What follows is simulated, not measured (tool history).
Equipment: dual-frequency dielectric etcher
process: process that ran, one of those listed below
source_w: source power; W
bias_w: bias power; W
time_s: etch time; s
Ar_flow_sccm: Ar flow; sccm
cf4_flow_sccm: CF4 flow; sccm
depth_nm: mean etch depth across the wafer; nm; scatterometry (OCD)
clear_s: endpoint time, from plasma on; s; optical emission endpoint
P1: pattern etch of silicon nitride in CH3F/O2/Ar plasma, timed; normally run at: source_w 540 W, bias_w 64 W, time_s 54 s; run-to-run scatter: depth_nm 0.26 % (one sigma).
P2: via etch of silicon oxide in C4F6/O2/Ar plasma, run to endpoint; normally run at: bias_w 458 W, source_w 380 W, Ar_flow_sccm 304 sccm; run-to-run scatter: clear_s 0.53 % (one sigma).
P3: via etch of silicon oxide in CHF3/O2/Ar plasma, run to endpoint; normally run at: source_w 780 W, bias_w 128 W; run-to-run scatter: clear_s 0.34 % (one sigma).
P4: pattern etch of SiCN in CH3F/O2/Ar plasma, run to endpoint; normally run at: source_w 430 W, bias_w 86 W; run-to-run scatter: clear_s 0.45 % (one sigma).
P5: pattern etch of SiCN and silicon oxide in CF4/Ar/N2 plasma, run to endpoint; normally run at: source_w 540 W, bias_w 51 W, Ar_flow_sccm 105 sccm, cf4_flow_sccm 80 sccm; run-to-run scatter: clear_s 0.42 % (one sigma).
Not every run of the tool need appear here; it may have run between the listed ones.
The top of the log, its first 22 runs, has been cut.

run,hour,process,source_w,bias_w,time_s,Ar_flow_sccm,cf4_flow_sccm,hours since the last wet clean,hours since the last source power generator calibration,hours since the last bias power generator calibration,depth_nm,clear_s
23,248.1,P5,540,51,,143,80,366.8,1384.3,536.5,,13.152
24,261.1,P1,540,64,76,,,379.8,1397.3,549.5,56.516,
25,275.1,P1,540,64,54,,,393.8,1411.3,563.5,40.272,
26,283.8,P1,340,64,54,,,402.5,1420,572.2,33.826,
27,293.8,P2,380,341,,304,,412.5,1430,582.2,,27.61
28,301.6,P2,380,458,,304,,420.3,1437.8,590,,25.018
29,310.8,P1,540,87,54,,,429.5,1447,599.2,44.566,
30,321.7,P1,540,45,54,,,440.4,1457.9,610.1,35.778,
31,328.9,P1,540,64,54,,,447.6,1465.1,617.3,40.289,

Expected results for the next run?
32,343.4,P1,540,64,54,,,462.1,1479.6,631.8,?,

depth_nm: 40.202 nm

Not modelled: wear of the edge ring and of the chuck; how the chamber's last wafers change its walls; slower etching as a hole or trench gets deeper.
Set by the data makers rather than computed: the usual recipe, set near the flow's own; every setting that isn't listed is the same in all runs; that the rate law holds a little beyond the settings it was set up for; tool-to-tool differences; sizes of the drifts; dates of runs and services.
